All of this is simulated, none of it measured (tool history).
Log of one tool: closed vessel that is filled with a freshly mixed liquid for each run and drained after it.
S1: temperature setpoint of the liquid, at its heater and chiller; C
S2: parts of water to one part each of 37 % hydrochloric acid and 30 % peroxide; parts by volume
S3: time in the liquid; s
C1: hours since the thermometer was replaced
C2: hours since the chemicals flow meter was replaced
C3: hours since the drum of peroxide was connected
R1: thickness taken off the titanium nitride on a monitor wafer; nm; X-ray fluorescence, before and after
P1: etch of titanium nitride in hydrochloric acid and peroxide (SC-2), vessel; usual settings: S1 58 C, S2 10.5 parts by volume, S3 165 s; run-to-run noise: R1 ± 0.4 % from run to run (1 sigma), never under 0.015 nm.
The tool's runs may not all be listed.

Run 1, hour 7.1: S1 58 C, S2 10.5 parts by volume, S3 165 s; C1 1309.2; C2 502.9; C3 127.8. Result: R1 9.1535 nm.
Run 2, hour 10.9: S1 58 C, S2 4 parts by volume, S3 165 s; C1 1313; C2 506.7; C3 131.6. Result: R1 19.133 nm.
Run 3, hour 15.6: S1 58 C, S2 10.5 parts by volume, S3 165 s; C1 1317.7; C2 511.4; C3 136.3. Result: R1 9.2078 nm.
Run 4, hour 20.4: S1 44 C, S2 10.5 parts by volume, S3 165 s; C1 1322.5; C2 516.2; C3 141.1. Result: R1 3.6383 nm.
Run 5, hour 24.2: S1 58 C, S2 10.5 parts by volume, S3 165 s; C1 1326.3; C2 520; C3 144.9. Result: R1 9.1754 nm.
Run 6, hour 30.7: S1 58 C, S2 10.5 parts by volume, S3 290 s; C1 1332.8; C2 526.5; C3 151.4. Result: R1 16.062 nm.
Run 7, hour 36.3: S1 58 C, S2 10.5 parts by volume, S3 165 s; C1 1338.4; C2 532.1; C3 157. Result: R1 9.1849 nm.
Run 8, hour 41.4: S1 66.5 C, S2 10.5 parts by volume, S3 65 s; C1 1343.5; C2 537.2; C3 162.1. Result: R1 6.1247 nm.
Run 9, hour 48.7: S1 58 C, S2 10.5 parts by volume, S3 165 s; C1 1350.8; C2 544.5; C3 169.4. Result: R1 9.1097 nm.
Run 10, hour 55.3: S1 58 C, S2 10.5 parts by volume, S3 70 s; C1 1357.4; C2 551.1; C3 176. Result: R1 3.8642 nm.
Run 11, hour 62.2: S1 58 C, S2 10.5 parts by volume, S3 165 s; C1 1364.3; C2 558; C3 182.9. Result: R1 9.125 nm.
Run 12, hour 67.2: S1 72 C, S2 10.5 parts by volume, S3 165 s; C1 1369.3; C2 563; C3 187.9. Result: R1 21.393 nm.
Run 13, hour 71.9: S1 58 C, S2 18.5 parts by volume, S3 165 s; C1 1374; C2 567.7; C3 192.6. Result: R1 5.6139 nm.
Run 14, hour 79: S1 58 C, S2 10.5 parts by volume, S3 165 s; C1 1381.1; C2 574.8; C3 199.7. Result: R1 9.1662 nm.
Run 15, hour 84.6: S1 58 C, S2 10.5 parts by volume, S3 165 s; C1 1386.7; C2 580.4; C3 205.3. Result: R1 8.8599 nm.
Run 16, hour 91.4: S1 58 C, S2 10.5 parts by volume, S3 165 s; C1 1393.5; C2 587.2; C3 212.1. Result: R1 8.7837 nm.
Run 17, hour 98: S1 58 C, S2 10.5 parts by volume, S3 165 s; C1 1400.1; C2 593.8; C3 218.7. Result: R1 8.6387 nm.
Run 18, hour 101.7: S1 58 C, S2 10.5 parts by volume, S3 165 s; C1 1403.8; C2 597.5; C3 222.4. Result: R1 8.5432 nm.
Run 19, hour 105.4: S1 58 C, S2 10.5 parts by volume, S3 165 s; C1 1407.5; C2 601.2; C3 226.1. Result: R1 8.4785 nm.
Run 20, hour 112.2: S1 58 C, S2 10.5 parts by volume, S3 165 s; C1 1414.3; C2 608; C3 232.9. Result: R1 8.4273 nm.
At hour 113.6: new drum of peroxide connected.
Run 21, hour 117.2: S1 58 C, S2 10.5 parts by volume, S3 165 s; C1 1419.3; C2 613; C3 3.7. Result: R1 8.468 nm.
Run 22, hour 121.7: S1 58 C, S2 10.5 parts by volume, S3 165 s; C1 1423.8; C2 617.5; C3 8.2. Result: R1 8.4371 nm.
Run 23, hour 126.2: S1 58 C, S2 10.5 parts by volume, S3 165 s; C1 1428.3; C2 622; C3 12.7. Result: R1 8.3478 nm.
Run 24, hour 131.7: S1 58 C, S2 10.5 parts by volume, S3 165 s; C1 1433.8; C2 627.5; C3 18.2. Result: R1 8.3313 nm.

Something has made what P1 gives creep away from where it was; the 2 causes below, each at its own stated size, fit the log equally well:
A: chemicals flow below the setpoint (%) = 9.69
B: liquid colder than its thermometer reads (K) = 1.36
Onset of the creep was near hour 79.
Ruled out, with reasons:
peroxide weaker than its label (%): work on it at hour 113.6, done after the drift set in, did not restore what the process gave before

Of the 4 check runs below, each run on 2 wafers with the results averaged and each result still a question mark, which one would tell the listed causes apart?
Run check 1, hour 137.2: S1 45.5 C, S2 4 parts by volume, S3 165 s. Result: R1 ?.
Run check 2, hour 137.2: S1 45.5 C, S2 10.5 parts by volume, S3 85 s. Result: R1 ?.
Run check 3, hour 137.2: S1 58 C, S2 17.5 parts by volume, S3 85 s. Result: R1 ?.
Run check 4, hour 137.2: S1 72 C, S2 10.5 parts by volume, S3 285 s. Result: R1 ?.

Check results expected under each cause:
  check  result    if A    if B
check 1      R1  7.8057   7.616
check 2      R1  1.8971  1.8832
check 3      R1  2.7588  2.7733
check 4      R1  34.049  34.272
Per check, the gap between the least separated pair of causes, taken in the result that splits them most: check 1 2.46 %; check 2 0.73 %; check 3 0.52 %; check 4 0.65 %
Only in check 1 would the causes give clearly different results; in the remaining checks their results would be nearly the same.

With check 1 done, the readings were: R1 7.791 nm. Identify which of the listed causes applies.

It was cause A: chemicals flow below the setpoint (%).
